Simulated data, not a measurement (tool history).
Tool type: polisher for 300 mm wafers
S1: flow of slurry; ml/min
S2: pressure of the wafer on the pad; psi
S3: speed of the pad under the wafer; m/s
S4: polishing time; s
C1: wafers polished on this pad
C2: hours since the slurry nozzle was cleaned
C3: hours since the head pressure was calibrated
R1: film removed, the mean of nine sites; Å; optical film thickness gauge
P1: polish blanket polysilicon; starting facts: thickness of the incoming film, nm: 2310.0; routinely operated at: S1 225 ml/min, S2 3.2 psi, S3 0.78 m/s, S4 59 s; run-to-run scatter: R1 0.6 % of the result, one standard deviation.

run	hour	S1	S2	S3	S4	C1	C2	C3	R1
1	5.1	225	3.2	0.78	59	978	264.3	226.9	3920.3
2	11.3	225	3.2	0.42	59	1063	270.5	233.1	2102.6
3	21	225	3.2	0.78	59	1196	280.2	242.8	3916.5
# hour 25.7: slurry nozzle cleaned
4	28.6	135	3.2	0.78	59	1300	3	250.4	3596.4
5	34.7	355	3.2	0.78	59	1384	9.1	256.5	4075.6
6	43.9	225	3.2	1.2	59	1510	18.3	265.7	5975.1
7	52.4	225	2.4	0.98	59	1627	26.8	274.2	3667.4
8	58.3	225	3.2	0.78	59	1707	32.7	280.1	3873.5
9	64.8	225	1.5	0.78	59	1797	39.2	286.6	1856.2
10	70.8	225	2	0.58	59	1879	45.2	292.6	1823.3
11	78.3	225	3.2	0.78	59	1982	52.7	300.1	3887.7
12	82.7	225	3.2	0.78	59	2042	57.1	304.5	3878.7
13	90.5	225	3.2	0.78	86	2149	64.9	312.3	5706.5
14	96.3	290	4.4	0.78	59	2229	70.7	318.1	5520.1
15	105.7	225	4.9	0.78	59	2357	80.1	327.5	6007.3
16	110.7	225	3.2	0.78	27	2426	85.1	332.5	1756.9
17	120	225	3.2	0.78	59	2554	94.4	341.8	3926.3
18	127.6	225	3.2	0.78	59	2658	102	349.4	3833.5
19	137	225	3.2	0.78	59	2787	111.4	358.8	3659.1
20	143	225	3.2	0.78	59	2869	117.4	364.8	3660.2
# hour 149.6: head pressure recalibrated
21	149.9	225	3.2	0.78	59	2964	124.3	0.4	3662.7
22	155.7	225	3.2	0.78	59	3043	130.1	6.2	3690.2
23	165.4	225	3.2	0.78	59	3176	139.8	15.9	3610

What P1 gives has crept off from where it sat before. The 2 causes that follow fit the log equally well, each at the size noted:
A: removal rate lost through wear of the pad, % = 6.63
B: slurry flow missing at the pad, % = 37
The onset of the drift is placed at about hour 120.
Why every other cause is out:
head's pressure below its setpoint, %: serviced at hour 149.6, after the drift had started, without restoring the earlier output

Which of the check runs below tells the causes apart, meaning the causes would give it clearly different results? Each run uses 5 wafers whose results are averaged, and each result is shown as a question mark.
check 1	175.1	225	1.5	0.78	73				?
check 2	175.1	225	4.5	0.78	83				?
check 3	175.1	335	3.2	0.78	59				?
check 4	175.1	225	2.3	0.56	59				?

Predicted outcomes, by check and by cause:
check	result	if A	if B
check 1	R1	2114.6	2114.9
check 2	R1	7213	7213.7
check 3	R1	3791.9	3874.6
check 4	R1	1881.5	1881.7
Per check, the gap between the least separated pair of causes, taken in the result that splits them most: check 1 0.01 %; check 2 0.01 %; check 3 2.16 %; check 4 0.01 %
Only in check 3 would the causes give clearly different results; in the remaining checks their results would be nearly the same.

Check 3 was carried out, with these results: R1 3798.6 Å. Which of the listed causes is responsible?

A is the cause: removal rate lost through wear of the pad, %.
